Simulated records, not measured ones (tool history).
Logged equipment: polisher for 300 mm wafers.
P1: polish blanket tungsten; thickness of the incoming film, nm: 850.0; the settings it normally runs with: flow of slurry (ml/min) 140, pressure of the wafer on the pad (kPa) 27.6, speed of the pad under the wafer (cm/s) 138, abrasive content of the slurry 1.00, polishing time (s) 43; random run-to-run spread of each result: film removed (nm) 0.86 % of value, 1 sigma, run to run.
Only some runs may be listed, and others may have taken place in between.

| run | day | flow of slurry (ml/min) | pressure of the wafer on the pad (kPa) | speed of the pad under the wafer (cm/s) | abrasive content of the slurry | polishing time (s) | film removed (nm) |
|---|---|---|---|---|---|---|---|
| 1 | 0.312 | 140 | 27.6 | 138 | 1.00 | 43 | 317.53 |
| 2 | 0.779 | 140 | 27.6 | 210 | 1.00 | 43 | 478.79 |
| 3 | 1.392 | 140 | 27.6 | 138 | 1.30 | 43 | 334.63 |
| 4 | 1.800 | 140 | 27.6 | 138 | 1.00 | 43 | 316.67 |
| 5 | 2.358 | 85 | 27.6 | 138 | 1.00 | 43 | 280.42 |
| 6 | 2.979 | 140 | 13.1 | 138 | 1.00 | 43 | 146.44 |
| 7 | 3.554 | 140 | 27.6 | 138 | 1.00 | 22 | 161.36 |
| 8 | 3.858 | 180 | 27.6 | 138 | 0.75 | 43 | 306.24 |
| 9 | 4.229 | 140 | 27.6 | 138 | 1.00 | 68 | 506.34 |
| 10 | 4.612 | 220 | 27.6 | 138 | 1.00 | 43 | 337.80 |
| 11 | 5.112 | 140 | 27.6 | 66 | 1.00 | 43 | 150.78 |
|  | 5.533 | slurry nozzle cleaned |
| 12 | 5.621 | 140 | 27.6 | 138 | 1.00 | 43 | 316.07 |
| 13 | 5.938 | 140 | 27.6 | 138 | 1.00 | 43 | 313.70 |
| 14 | 6.246 | 140 | 27.6 | 138 | 1.00 | 43 | 315.03 |
| 15 | 6.775 | 140 | 27.6 | 138 | 0.70 | 43 | 294.50 |
| 16 | 7.167 | 140 | 27.6 | 138 | 1.00 | 43 | 311.85 |
| 17 | 7.704 | 140 | 13.1 | 190 | 1.00 | 43 | 205.52 |
| 18 | 7.983 | 140 | 40.7 | 138 | 1.00 | 43 | 466.21 |
| 19 | 8.279 | 140 | 27.6 | 138 | 1.00 | 43 | 312.78 |
| 20 | 8.679 | 140 | 27.6 | 138 | 1.00 | 43 | 305.81 |
| 21 | 9.250 | 140 | 27.6 | 138 | 1.00 | 43 | 292.02 |
| 22 | 9.846 | 140 | 27.6 | 138 | 1.00 | 43 | 290.33 |
| 23 | 10.229 | 140 | 27.6 | 138 | 1.00 | 43 | 282.03 |
|  | 10.671 | head pressure recalibrated |
| 24 | 10.704 | 140 | 27.6 | 138 | 1.00 | 43 | 286.88 |
|  | 10.825 | slurry tank refilled with fresh slurry and peroxide |
|  | 11.071 | slurry blender recalibrated |
| 25 | 11.196 | 140 | 27.6 | 138 | 1.00 | 43 | 275.75 |
| 26 | 11.617 | 140 | 27.6 | 138 | 1.00 | 43 | 280.98 |
| 27 | 12.133 | 140 | 27.6 | 138 | 1.00 | 43 | 277.67 |

P1 no longer gives what it gave before; its output has crept away from where it was. The following 2 causes, each at its listed size, fit the log equally well:
A: slurry flow missing at the pad, % = 39.6
B: removal rate lost through wear of the pad, % = 11
The gradual shift began around day 8.279.
Why every other cause is out:
head's pressure below its setpoint, %: serviced at day 10.671, after the drift had started, without restoring the earlier output
abrasive missing from the slurry, %: serviced at day 11.071, after the drift had started, without restoring the earlier output
peroxide lost from the slurry, %: serviced at day 10.825, after the drift had started, without restoring the earlier output

The list below offers 4 check runs, each averaging the results of 2 wafers, and shows each result as a question mark. For which of them would the listed causes give clearly different results?
| check 1 | 12.650 | 140 | 37.9 | 138 | 1.20 | 43 | ? |
| check 2 | 12.650 | 140 | 22.1 | 138 | 1.00 | 43 | ? |
| check 3 | 12.650 | 140 | 27.6 | 80 | 1.00 | 61 | ? |
| check 4 | 12.650 | 90 | 27.6 | 138 | 0.70 | 43 | ? |

Predicted outcomes, by check and by cause:
| check | result | if A | if B |
|---|---|---|---|
| check 1 | film removed (nm) | 403.46 | 403.70 |
| check 2 | film removed (nm) | 224.75 | 224.88 |
| check 3 | film removed (nm) | 231.04 | 231.17 |
| check 4 | film removed (nm) | 221.70 | 234.20 |
Distance between the nearest two causes, measured in the result of the check that separates them most: check 1 0.06 %; check 2 0.06 %; check 3 0.06 %; check 4 5.49 %
Only in check 4 would the causes give clearly different results; in the remaining checks their results would be nearly the same.

The results of check 4 are: film removed (nm) 235.09. Based on these, which of the listed causes is it?

The correct cause is B, namely: removal rate lost through wear of the pad, %.
